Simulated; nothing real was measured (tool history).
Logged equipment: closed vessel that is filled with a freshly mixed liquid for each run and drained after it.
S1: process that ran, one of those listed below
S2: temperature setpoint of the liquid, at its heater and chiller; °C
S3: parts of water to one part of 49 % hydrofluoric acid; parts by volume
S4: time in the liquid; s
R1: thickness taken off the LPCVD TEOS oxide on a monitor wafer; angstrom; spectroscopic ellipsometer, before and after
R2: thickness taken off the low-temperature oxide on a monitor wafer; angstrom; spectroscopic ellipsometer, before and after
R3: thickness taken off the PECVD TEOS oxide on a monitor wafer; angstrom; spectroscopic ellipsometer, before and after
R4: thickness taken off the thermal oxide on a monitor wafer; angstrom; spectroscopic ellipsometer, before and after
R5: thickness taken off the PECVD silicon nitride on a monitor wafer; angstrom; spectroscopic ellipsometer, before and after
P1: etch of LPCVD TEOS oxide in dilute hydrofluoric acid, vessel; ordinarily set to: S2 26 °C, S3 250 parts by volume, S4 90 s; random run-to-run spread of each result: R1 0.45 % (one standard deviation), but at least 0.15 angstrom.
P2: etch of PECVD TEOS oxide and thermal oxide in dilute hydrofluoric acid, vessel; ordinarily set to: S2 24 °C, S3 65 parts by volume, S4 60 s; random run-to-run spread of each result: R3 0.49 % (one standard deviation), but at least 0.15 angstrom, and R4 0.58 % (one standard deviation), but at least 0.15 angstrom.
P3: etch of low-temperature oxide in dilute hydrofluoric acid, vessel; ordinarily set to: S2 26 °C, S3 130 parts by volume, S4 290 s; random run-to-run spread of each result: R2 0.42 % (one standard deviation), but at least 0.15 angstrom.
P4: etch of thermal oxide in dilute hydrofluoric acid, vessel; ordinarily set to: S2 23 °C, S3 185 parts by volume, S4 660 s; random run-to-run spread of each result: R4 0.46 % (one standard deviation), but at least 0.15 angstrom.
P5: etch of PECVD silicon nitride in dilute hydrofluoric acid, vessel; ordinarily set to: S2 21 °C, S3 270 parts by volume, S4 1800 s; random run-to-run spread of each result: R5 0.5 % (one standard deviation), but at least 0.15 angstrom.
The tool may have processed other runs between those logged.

{"run": 1, "day": 0.279, "S1": "P1", "S2": 26, "S3": 250, "S4": 90, "R1": 52.618}
{"run": 2, "day": 0.608, "S1": "P3", "S2": 26, "S3": 130, "S4": 30, "R2": 55.809}
{"run": 3, "day": 0.954, "S1": "P2", "S2": 24, "S3": 110, "S4": 60, "R3": 158.45, "R4": 25.018}
{"run": 4, "day": 1.179, "S1": "P4", "S2": 23, "S3": 185, "S4": 660, "R4": 156.15}
{"run": 5, "day": 1.45, "S1": "P5", "S2": 21, "S3": 270, "S4": 2815, "R5": 388.46}
{"run": 6, "day": 1.771, "S1": "P1", "S2": 26, "S3": 250, "S4": 35, "R1": 20.668}
{"run": 7, "day": 2.046, "S1": "P5", "S2": 17, "S3": 270, "S4": 1800, "R5": 189.89}
{"run": 8, "day": 2.288, "S1": "P1", "S2": 26, "S3": 250, "S4": 90, "R1": 52.905}
{"run": 9, "day": 2.621, "S1": "P3", "S2": 26, "S3": 235, "S4": 290, "R2": 263.94}
{"run": 10, "day": 2.971, "S1": "P1", "S2": 26, "S3": 250, "S4": 155, "R1": 91.17}
{"run": 11, "day": 3.217, "S1": "P4", "S2": 23, "S3": 185, "S4": 1295, "R4": 304.5}
{"run": 12, "day": 3.467, "S1": "P1", "S2": 26, "S3": 250, "S4": 90, "R1": 53.114}
{"run": 13, "day": 3.775, "S1": "P1", "S2": 18.5, "S3": 250, "S4": 90, "R1": 40.655}
{"run": 14, "day": 4.05, "S1": "P1", "S2": 26, "S3": 395, "S4": 40, "R1": 12.967}
{"run": 15, "day": 4.321, "S1": "P5", "S2": 21, "S3": 70, "S4": 1800, "R5": 922.53}
{"run": 16, "day": 4.629, "S1": "P2", "S2": 24, "S3": 65, "S4": 115, "R3": 538.24, "R4": 87.984}
{"run": 17, "day": 4.888, "S1": "P3", "S2": 26, "S3": 130, "S4": 290, "R2": 535.43}
{"day": 5.042, "done": "thermometer replaced"}
{"run": 18, "day": 5.154, "S1": "P3", "S2": 22, "S3": 130, "S4": 290, "R2": 462.13}
{"run": 19, "day": 5.458, "S1": "P2", "S2": 24, "S3": 65, "S4": 60, "R3": 281.22, "R4": 45.613}
{"run": 20, "day": 5.612, "S1": "P1", "S2": 26, "S3": 250, "S4": 90, "R1": 53.379}
{"run": 21, "day": 5.788, "S1": "P4", "S2": 17, "S3": 185, "S4": 660, "R4": 123.19}
{"run": 22, "day": 6.046, "S1": "P1", "S2": 19, "S3": 250, "S4": 150, "R1": 68.375}
{"run": 23, "day": 6.388, "S1": "P1", "S2": 26, "S3": 250, "S4": 90, "R1": 53.269}
{"run": 24, "day": 6.558, "S1": "P1", "S2": 26, "S3": 405, "S4": 90, "R1": 28.186}
{"run": 25, "day": 6.75, "S1": "P1", "S2": 26, "S3": 45, "S4": 90, "R1": 379.01}
{"run": 26, "day": 7.038, "S1": "P4", "S2": 23, "S3": 115, "S4": 660, "R4": 271.2}
{"run": 27, "day": 7.279, "S1": "P1", "S2": 26, "S3": 250, "S4": 90, "R1": 52.633}
{"run": 28, "day": 7.517, "S1": "P2", "S2": 29, "S3": 65, "S4": 60, "R3": 341.88, "R4": 55.582}
{"run": 29, "day": 7.729, "S1": "P1", "S2": 33.5, "S3": 250, "S4": 90, "R1": 68.08}
{"run": 30, "day": 8.0, "S1": "P5", "S2": 21, "S3": 270, "S4": 1800, "R5": 247.07}
{"run": 31, "day": 8.167, "S1": "P1", "S2": 21, "S3": 65, "S4": 90, "R1": 206.57}
{"run": 32, "day": 8.379, "S1": "P1", "S2": 26, "S3": 250, "S4": 90, "R1": 52.991}
{"run": 33, "day": 8.542, "S1": "P1", "S2": 26, "S3": 250, "S4": 90, "R1": 52.593}
{"run": 34, "day": 8.85, "S1": "P1", "S2": 26, "S3": 250, "S4": 90, "R1": 51.971}
{"run": 35, "day": 9.15, "S1": "P1", "S2": 26, "S3": 250, "S4": 90, "R1": 51.283}
{"run": 36, "day": 9.375, "S1": "P1", "S2": 26, "S3": 250, "S4": 90, "R1": 51.202}
{"run": 37, "day": 9.588, "S1": "P1", "S2": 26, "S3": 250, "S4": 90, "R1": 50.211}
{"run": 38, "day": 9.879, "S1": "P1", "S2": 26, "S3": 250, "S4": 90, "R1": 49.667}
{"run": 39, "day": 10.171, "S1": "P1", "S2": 26, "S3": 250, "S4": 90, "R1": 50.003}
{"run": 40, "day": 10.421, "S1": "P1", "S2": 26, "S3": 250, "S4": 90, "R1": 50.273}
{"run": 41, "day": 10.583, "S1": "P1", "S2": 26, "S3": 250, "S4": 90, "R1": 50.202}
{"run": 42, "day": 10.804, "S1": "P1", "S2": 26, "S3": 250, "S4": 90, "R1": 50.061}
{"run": 43, "day": 11.121, "S1": "P1", "S2": 26, "S3": 250, "S4": 90, "R1": 49.865}

Compared with where it was, what P1 gives has crept away. Each cause listed below fits the log as well as the rest, at the size given for it:
A: hydrofluoric acid flow below the setpoint (%) = 4.34
B: liquid colder than its thermometer reads (K) = 1.6
Onset of the creep was near day 8.379.

Of the 4 check runs listed below, each run on one wafer and each result written as a question mark, which would let you distinguish the listed causes because they would give clearly different results?
{"run": "check 1", "day": 11.438, "S1": "P4", "S2": 18, "S3": 185, "S4": 660, "R4": "?"}
{"run": "check 2", "day": 11.438, "S1": "P2", "S2": 28.5, "S3": 110, "S4": 60, "R3": "?", "R4": "?"}
{"run": "check 3", "day": 11.438, "S1": "P3", "S2": 26, "S3": 210, "S4": 75, "R2": "?"}
{"run": "check 4", "day": 11.438, "S1": "P5", "S2": 21, "S3": 85, "S4": 1800, "R5": "?"}

How each check would come out, cause by cause:
check=check_1 result=R4 if_A=121.75 if_B=120.31
check=check_2 result=R3 if_A=177.43 if_B=175.71
check=check_2 result=R4 if_A=28.711 if_B=28.433
check=check_3 result=R2 if_A=74.296 if_B=74.07
check=check_4 result=R5 if_A=729.82 if_B=683.24
Separation of the two closest causes in each check, using whichever result separates them best: check 1 1.19 %; check 2 0.97 %; check 3 0.3 %; check 4 6.59 %
Only in check 4 would the causes give clearly different results; in the remaining checks their results would be nearly the same.

With check 4 done, the readings were: R5 677.83 angstrom. Identify which of the listed causes applies.

It was cause B: liquid colder than its thermometer reads (K).
